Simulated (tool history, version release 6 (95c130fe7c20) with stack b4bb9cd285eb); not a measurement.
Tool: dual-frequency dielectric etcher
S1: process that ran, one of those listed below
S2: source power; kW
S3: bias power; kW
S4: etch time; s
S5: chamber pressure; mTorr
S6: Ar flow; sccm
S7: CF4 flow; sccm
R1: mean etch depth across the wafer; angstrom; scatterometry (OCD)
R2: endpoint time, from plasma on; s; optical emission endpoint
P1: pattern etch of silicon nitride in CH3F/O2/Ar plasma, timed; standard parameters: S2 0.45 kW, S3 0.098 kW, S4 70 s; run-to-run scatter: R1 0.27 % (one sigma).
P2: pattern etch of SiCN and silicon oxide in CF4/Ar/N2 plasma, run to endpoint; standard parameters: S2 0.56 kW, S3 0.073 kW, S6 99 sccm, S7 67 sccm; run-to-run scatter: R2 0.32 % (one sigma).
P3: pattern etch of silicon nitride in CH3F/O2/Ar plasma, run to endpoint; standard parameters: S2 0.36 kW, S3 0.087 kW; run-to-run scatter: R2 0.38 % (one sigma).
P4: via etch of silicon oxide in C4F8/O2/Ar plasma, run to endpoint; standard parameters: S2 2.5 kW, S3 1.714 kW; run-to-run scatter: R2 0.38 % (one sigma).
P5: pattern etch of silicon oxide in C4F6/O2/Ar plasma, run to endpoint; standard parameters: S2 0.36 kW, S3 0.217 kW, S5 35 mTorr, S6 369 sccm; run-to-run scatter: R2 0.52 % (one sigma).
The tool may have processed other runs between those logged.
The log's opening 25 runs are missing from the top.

Run 26, hour 208: S1 P1, S2 0.29 kW, S3 0.098 kW, S4 45.5 s. Result: R1 307.77 angstrom.
Run 27, hour 212.8: S1 P2, S2 0.56 kW, S3 0.099 kW, S6 99 sccm, S7 67 sccm. Result: R2 14.973 s.
Run 28, hour 218.2: S1 P3, S2 0.23 kW, S3 0.087 kW. Result: R2 40.608 s.
Run 29, hour 225.7: S1 P4, S2 2.5 kW, S3 2.228 kW. Result: R2 191.9 s.
Run 30, hour 230.4: S1 P2, S2 0.56 kW, S3 0.073 kW, S6 99 sccm, S7 67 sccm. Result: R2 16.859 s.
Run 31, hour 240.8: S1 P1, S2 0.45 kW, S3 0.098 kW, S4 70 s. Result: R1 555.55 angstrom.
Run 32, hour 249.7: S1 P1, S2 0.45 kW, S3 0.098 kW, S4 70 s. Result: R1 556.49 angstrom.
Run 33, hour 258.7: S1 P1, S2 0.45 kW, S3 0.098 kW, S4 70 s. Result: R1 558.72 angstrom.
Run 34, hour 265.1: S1 P1, S2 0.45 kW, S3 0.098 kW, S4 70 s. Result: R1 564.81 angstrom.

Expected results for the next run?
Run 35, hour 271.8: S1 P1, S2 0.45 kW, S3 0.098 kW, S4 70 s. Result: R1 ?.

R1: 563.67 angstrom
